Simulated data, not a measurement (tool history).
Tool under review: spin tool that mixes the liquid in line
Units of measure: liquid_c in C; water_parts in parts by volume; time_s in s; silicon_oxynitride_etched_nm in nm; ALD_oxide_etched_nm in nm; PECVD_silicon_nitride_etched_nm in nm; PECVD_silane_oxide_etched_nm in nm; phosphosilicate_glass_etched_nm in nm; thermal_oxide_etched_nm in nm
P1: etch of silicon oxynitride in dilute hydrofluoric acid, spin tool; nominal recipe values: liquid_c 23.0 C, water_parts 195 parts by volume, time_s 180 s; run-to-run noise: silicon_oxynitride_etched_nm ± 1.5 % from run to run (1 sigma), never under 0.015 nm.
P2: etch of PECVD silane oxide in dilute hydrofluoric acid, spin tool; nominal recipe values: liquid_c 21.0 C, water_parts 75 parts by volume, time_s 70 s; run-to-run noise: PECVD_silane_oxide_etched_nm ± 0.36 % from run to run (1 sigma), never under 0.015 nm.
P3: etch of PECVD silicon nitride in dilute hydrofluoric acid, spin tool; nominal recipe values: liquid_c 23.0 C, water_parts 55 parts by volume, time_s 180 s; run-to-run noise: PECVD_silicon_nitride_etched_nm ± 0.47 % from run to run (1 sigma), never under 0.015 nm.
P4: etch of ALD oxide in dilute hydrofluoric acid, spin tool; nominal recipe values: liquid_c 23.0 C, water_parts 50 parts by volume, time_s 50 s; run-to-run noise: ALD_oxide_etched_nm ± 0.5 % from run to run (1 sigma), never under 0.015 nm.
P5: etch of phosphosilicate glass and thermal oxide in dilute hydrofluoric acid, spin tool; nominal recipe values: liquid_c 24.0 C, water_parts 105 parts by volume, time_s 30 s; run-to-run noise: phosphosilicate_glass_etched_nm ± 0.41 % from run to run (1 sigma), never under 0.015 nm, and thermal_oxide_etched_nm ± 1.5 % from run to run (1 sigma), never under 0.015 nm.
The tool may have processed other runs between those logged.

run	day	process	liquid_c	water_parts	time_s	hours since the thermometer was replaced	hours since the hydrofluoric acid flow meter was replaced	silicon_oxynitride_etched_nm	ALD_oxide_etched_nm	PECVD_silicon_nitride_etched_nm	PECVD_silane_oxide_etched_nm	phosphosilicate_glass_etched_nm	thermal_oxide_etched_nm
1	0.267	P1	23.0	195	180	807.3	639.4	1.64980					
2	0.596	P1	23.0	300	100	815.2	647.3	0.56579					
3	0.950	P4	23.0	50	50	823.7	655.8		15.1660				
4	1.300	P1	23.0	195	180	832.1	664.2	1.65570					
5	1.675	P1	23.0	75	180	841.1	673.2	4.75240					
6	1.967	P4	23.0	85	50	848.1	680.2		8.6033				
7	2.212	P3	23.0	85	180	854.0	686.1			5.2420			
8	2.604	P4	28.0	50	50	863.4	695.5		18.6910				
9	2.796	P1	17.0	195	180	868.0	700.1	1.22590					
10	3.088	P4	23.0	50	15	875.0	707.1		4.6098				
# day 3.129: hydrofluoric acid flow meter replaced
11	3.392	P2	21.0	125	70	882.3	6.3				22.785		
12	3.708	P1	23.0	195	180	889.9	13.9	1.64290					
13	3.921	P3	23.0	55	70	895.0	19.0			3.1487			
14	4.288	P1	23.0	195	180	903.8	27.8	1.63170					
15	4.688	P1	23.0	195	180	913.4	37.4	1.63430					
16	4.996	P1	23.0	285	180	920.8	44.8	1.06980					
17	5.171	P2	21.0	75	70	925.0	49.0				40.140		
18	5.521	P5	29.5	105	30	933.4	57.4					69.001	1.7840
19	5.883	P3	23.0	55	180	942.1	66.1			8.0422			
20	6.208	P2	21.0	75	20	949.9	73.9				11.513		
21	6.383	P5	24.0	105	30	954.1	78.1					55.701	1.3984
22	6.646	P2	21.0	75	70	960.4	84.4				40.216		
23	6.946	P1	28.0	195	180	967.6	91.6	2.11480					
24	7.333	P5	24.0	105	30	976.9	100.9					55.631	1.4389
25	7.579	P5	24.0	105	65	982.8	106.8					120.870	3.0668
26	7.850	P1	17.0	195	45	989.3	113.3	0.32915					
27	8.092	P1	23.0	195	265	995.1	119.1	2.50710					
28	8.450	P2	27.0	75	70	1003.7	127.7				51.421		
29	8.846	P3	29.5	55	180	1013.2	137.2			12.4630			
30	9.033	P1	23.0	265	15	1017.7	141.7	0.10524					
31	9.388	P1	23.0	195	30	1026.2	150.2	0.27482					
32	9.579	P5	24.0	25	30	1030.8	154.8					260.370	6.5906
33	9.933	P1	23.0	195	180	1039.3	163.3	1.67130					
34	10.167	P1	23.0	195	180	1044.9	168.9	1.68630					
35	10.471	P1	23.0	195	180	1052.2	176.2	1.78270					
36	10.654	P1	23.0	195	180	1056.6	180.6	1.75920					
37	10.967	P1	23.0	195	180	1064.1	188.1	1.82410					
38	11.342	P1	23.0	195	180	1073.1	197.1	1.78180					
39	11.542	P1	23.0	195	180	1077.9	201.9	1.81830					
40	11.829	P1	23.0	195	180	1084.8	208.8	1.80630					
41	12.121	P1	23.0	195	180	1091.8	215.8	1.83560					
42	12.454	P1	23.0	195	180	1099.8	223.8	1.78690					

The log shows P1 creeping away from where it was. Any of the 2 causes listed here, at the size stated for it, fits the log just as well as the others:
A: liquid hotter than its thermometer reads (K) = 1.96
B: hydrofluoric acid flow above the setpoint (%) = 7.97
Creep in the process output first set in at about day 9.933.

Listed below are the offered check runs, one wafer per run, with question marks in place of results. For which of them would the causes give clearly different outcomes?
check 1	12.788	P5	24.0	105	30							?	?
check 2	12.788	P2	21.0	75	70						?		
check 3	12.788	P3	23.0	55	180					?			
check 4	12.788	P4	23.0	50	50				?				

What every check run would give for each of its results, assuming each possible cause in turn:
check	result	if A	if B
check 1	phosphosilicate_glass_etched_nm	60.108	60.682
check 1	thermal_oxide_etched_nm	1.5442	1.5589
check 2	PECVD_silane_oxide_etched_nm	43.589	43.715
check 3	PECVD_silicon_nitride_etched_nm	9.1919	8.6836
check 4	ALD_oxide_etched_nm	16.5520	16.5650
Per-check spread between the two closest causes, in the result where they differ most: check 1 0.95 %; check 2 0.29 %; check 3 5.69 %; check 4 0.08 %
Check 3 distinguishes between the causes, while the remaining checks would return nearly the same result for all of them.

Running check 3 produced the following: PECVD_silicon_nitride_etched_nm 9.2810 nm. Which one of the listed causes fits?

A is the cause: liquid hotter than its thermometer reads (K).
